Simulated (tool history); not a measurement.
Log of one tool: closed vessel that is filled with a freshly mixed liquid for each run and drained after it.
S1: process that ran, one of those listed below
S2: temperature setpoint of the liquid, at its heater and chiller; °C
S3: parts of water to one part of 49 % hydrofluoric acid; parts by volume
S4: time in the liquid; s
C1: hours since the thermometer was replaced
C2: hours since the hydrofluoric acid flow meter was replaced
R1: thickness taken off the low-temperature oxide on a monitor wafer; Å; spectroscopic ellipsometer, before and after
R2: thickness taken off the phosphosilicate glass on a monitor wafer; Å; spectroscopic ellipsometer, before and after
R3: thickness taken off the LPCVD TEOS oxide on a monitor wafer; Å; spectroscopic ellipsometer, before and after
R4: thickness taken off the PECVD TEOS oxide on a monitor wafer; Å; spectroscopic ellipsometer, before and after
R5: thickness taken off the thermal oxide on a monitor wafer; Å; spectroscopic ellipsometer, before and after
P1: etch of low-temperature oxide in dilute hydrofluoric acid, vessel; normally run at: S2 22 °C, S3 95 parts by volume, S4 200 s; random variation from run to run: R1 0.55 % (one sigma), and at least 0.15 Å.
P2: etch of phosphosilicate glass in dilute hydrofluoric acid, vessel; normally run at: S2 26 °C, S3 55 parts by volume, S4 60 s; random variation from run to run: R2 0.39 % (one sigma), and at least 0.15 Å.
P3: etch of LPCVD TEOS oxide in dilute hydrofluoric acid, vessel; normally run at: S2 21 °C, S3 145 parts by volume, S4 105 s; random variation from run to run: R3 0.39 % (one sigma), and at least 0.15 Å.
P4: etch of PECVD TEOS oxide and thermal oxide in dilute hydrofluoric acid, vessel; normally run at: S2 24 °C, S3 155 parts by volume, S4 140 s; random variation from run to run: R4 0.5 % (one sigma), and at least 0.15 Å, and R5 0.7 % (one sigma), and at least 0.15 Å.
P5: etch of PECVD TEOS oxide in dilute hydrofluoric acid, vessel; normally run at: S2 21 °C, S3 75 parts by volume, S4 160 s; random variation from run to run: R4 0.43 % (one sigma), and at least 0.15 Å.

run    day  S1    S2   S3   S4      C1     C2      R1      R2      R3      R4      R5
  1  0.221  P1    22   95  200  2202.1  113.2  546.32
  2  0.575  P1    22   95  330  2210.6  121.7  904.33
  3  0.804  P2    26   55   60  2216.1  127.2          795.63
  4  1.229  P3    21  145  105  2226.3  137.4                  106.62
  5  1.721  P3    21  145  105  2238.1  149.2                  106.56
  6  1.983  P4  32.5  155  140  2244.4  155.5                           106.5  51.214
  7  2.196  P5    21   75  160  2249.5  160.6                          245.18
  8  2.662  P4    24  285  140  2260.7  171.8                          37.229  17.786
  9  2.912  P5    26   75  160  2266.7  177.8                          300.29
 10  3.204  P1    22   95  200  2273.7  184.8  541.39
 11  3.662  P4    24  155  140  2284.7  195.8                          78.712  37.239
 12  3.925  P4    24  155  140    2291  202.1                          77.269  37.227
 13    4.4  P2    26   55   60  2302.4  213.5          805.37
 14  4.746  P1    22  170  200  2310.7  221.8  279.24
 15  5.029  P4    24  155  245  2317.5  228.6                          137.82  65.188
 16  5.333  P1    22   45  200  2324.8  235.9    1222
 17  5.608  P2  18.5   55   60  2331.4  242.5          583.28
 18  5.988  P1    22   95  200  2340.5  251.6  545.06
 19  6.396  P1    22   95  200  2350.3  261.4  541.91
 20  6.612  P3    27  145  105  2355.5  266.6                  133.35
 21  6.967  P2    26   90   60    2364  275.1          465.53
 22  7.188  P1  28.5   95  100  2369.3  280.4  350.45
 23  7.429  P5    21   75  250  2375.1  286.2                          383.09
 24  7.804  P3    21   45  105  2384.1  295.2                   383.6
 25  8.158  P1  26.5   95  200  2392.6  303.7  649.14
 26  8.421  P2    26   55   30  2398.9    310          398.18
 27  8.638  P1    17   20  200  2404.1  315.2  2273.8

Run 28 comes next. What will it give?
 28  9.054  P1  22  95  30  2414.1  325.2   ?

{"run 28": {"R1": 81.867}}
